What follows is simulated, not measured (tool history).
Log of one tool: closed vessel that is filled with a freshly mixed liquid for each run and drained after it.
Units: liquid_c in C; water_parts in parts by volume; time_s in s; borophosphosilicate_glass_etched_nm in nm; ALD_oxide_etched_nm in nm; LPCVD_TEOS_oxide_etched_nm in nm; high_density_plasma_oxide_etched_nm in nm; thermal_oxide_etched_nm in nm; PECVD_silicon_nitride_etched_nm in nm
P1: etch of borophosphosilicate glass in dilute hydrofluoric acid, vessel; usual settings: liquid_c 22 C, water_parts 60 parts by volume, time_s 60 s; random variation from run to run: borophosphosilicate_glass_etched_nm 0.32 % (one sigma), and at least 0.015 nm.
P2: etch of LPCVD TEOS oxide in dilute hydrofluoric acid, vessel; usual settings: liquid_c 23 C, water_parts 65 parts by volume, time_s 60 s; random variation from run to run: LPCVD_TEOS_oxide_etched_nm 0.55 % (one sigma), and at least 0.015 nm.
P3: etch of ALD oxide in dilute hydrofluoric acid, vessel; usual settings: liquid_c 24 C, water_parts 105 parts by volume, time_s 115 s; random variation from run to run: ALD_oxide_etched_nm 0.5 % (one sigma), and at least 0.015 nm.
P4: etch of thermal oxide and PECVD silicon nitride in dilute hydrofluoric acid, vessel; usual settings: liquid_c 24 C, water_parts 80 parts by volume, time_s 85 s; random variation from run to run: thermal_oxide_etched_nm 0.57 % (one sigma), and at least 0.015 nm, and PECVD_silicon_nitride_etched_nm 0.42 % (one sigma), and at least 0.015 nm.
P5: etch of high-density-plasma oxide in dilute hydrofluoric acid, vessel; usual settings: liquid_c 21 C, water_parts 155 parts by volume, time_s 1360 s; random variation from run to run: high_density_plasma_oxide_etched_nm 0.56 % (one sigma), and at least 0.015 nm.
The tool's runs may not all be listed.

run	hour	process	liquid_c	water_parts	time_s	hours since the thermometer was replaced	hours since the hydrofluoric acid flow meter was replaced	borophosphosilicate_glass_etched_nm	ALD_oxide_etched_nm	LPCVD_TEOS_oxide_etched_nm	high_density_plasma_oxide_etched_nm	thermal_oxide_etched_nm	PECVD_silicon_nitride_etched_nm
1	3.7	P1	22	60	60	1295.4	1334.5	80.987					
2	10.7	P3	24	105	180	1302.4	1341.5		29.828				
3	14.1	P1	22	60	30	1305.8	1344.9	40.505					
4	21.3	P2	23	25	60	1313	1352.1			110.01			
5	28.7	P1	30	40	60	1320.4	1359.5	172.1					
6	32.8	P1	22	60	60	1324.5	1363.6	80.468					
7	39.2	P1	17	20	60	1330.9	1370	204.8					
8	46.3	P1	17	60	60	1338	1377.1	65.492					
9	53.4	P3	19	105	115	1345.1	1384.2		15.7				
10	57.8	P1	22	60	60	1349.5	1388.6	81.311					
11	65.1	P1	22	60	60	1356.8	1395.9	80.825					
12	71.9	P5	21	280	1360	1363.6	1402.7				18.577		
13	76.6	P4	32	80	85	1368.3	1407.4					6.9214	10.135
14	79.9	P2	23	65	30	1371.6	1410.7			19.988			
15	86.3	P5	26.5	155	1360	1378	1417.1				47.3		
16	92.7	P3	24	175	115	1384.4	1423.5		10.718				
17	100.3	P5	21	155	2365	1392	1431.1				66.046		
18	106.9	P3	24	105	115	1398.6	1437.7		19.253				
19	112.8	P4	24	80	85	1404.5	1443.6					5.0303	6.0465
20	116.6	P4	24	140	85	1408.3	1447.4					2.6563	3.5084
21	124.1	P1	22	60	60	1415.8	1454.9	80.589					
22	129.6	P4	24	80	30	1421.3	1460.4					1.7676	2.1541
23	134.6	P1	22	60	95	1426.3	1465.4	128					
24	141.4	P1	22	30	60	1433.1	1472.2	168.24					
25	146.3	P1	28.5	100	60	1438	1477.1	59.287					
26	150.9	P2	23	65	60	1442.6	1481.7			40.018			
27	156	P5	21	155	1360	1447.7	1486.8				38.069		
28	161.1	P1	22	100	60	1452.8	1491.9	46.167					
29	166.1	P2	19	65	60	1457.8	1496.9			33.759			
30	170.2	P1	28	60	60	1461.9	1501	103.22					
31	174.2	P1	22	60	60	1465.9	1505	80.886					
32	181	P1	22	60	60	1472.7	1511.8	77.944					
33	186.4	P1	22	60	60	1478.1	1517.2	75.895					
34	194	P1	22	60	60	1485.7	1524.8	74.736					
35	199.2	P1	22	60	60	1490.9	1530	74.914					
36	206.3	P1	22	60	60	1498	1537.1	74.295					
37	210.1	P1	22	60	60	1501.8	1540.9	74.657					
38	216.3	P1	22	60	60	1508	1547.1	74.186					

What P1 gives has crept away from where it was. These 2 causes fit the log equally well, each at the size given:
A: hydrofluoric acid flow below the setpoint (%) = 7.71
B: liquid colder than its thermometer reads (K) = 2.07
The creep began at about hour 174.2.

4 check runs are offered, one wafer each, their results left as question marks. Which one tells the causes apart?
check 1	222.5	P4	24	80	85							?	?
check 2	222.5	P5	21	155	1360						?		
check 3	222.5	P2	23	65	60					?			
check 4	222.5	P3	24	105	115				?				

What each check would give under each cause:
check	result	if A	if B
check 1	thermal_oxide_etched_nm	4.6065	4.6279
check 1	PECVD_silicon_nitride_etched_nm	5.5976	5.273
check 2	high_density_plasma_oxide_etched_nm	34.608	35.015
check 3	LPCVD_TEOS_oxide_etched_nm	36.698	36.752
check 4	ALD_oxide_etched_nm	17.485	17.632
How far apart the two closest causes lie, in the result that separates them most: check 1 5.97 %; check 2 1.17 %; check 3 0.15 %; check 4 0.83 %
Check 1 tells the causes apart: in the others they would give nearly the same result.

Check 1 was then run and gave: thermal_oxide_etched_nm 4.6479 nm; PECVD_silicon_nitride_etched_nm 5.2732 nm. Which cause is it?

It is B: liquid colder than its thermometer reads (K).

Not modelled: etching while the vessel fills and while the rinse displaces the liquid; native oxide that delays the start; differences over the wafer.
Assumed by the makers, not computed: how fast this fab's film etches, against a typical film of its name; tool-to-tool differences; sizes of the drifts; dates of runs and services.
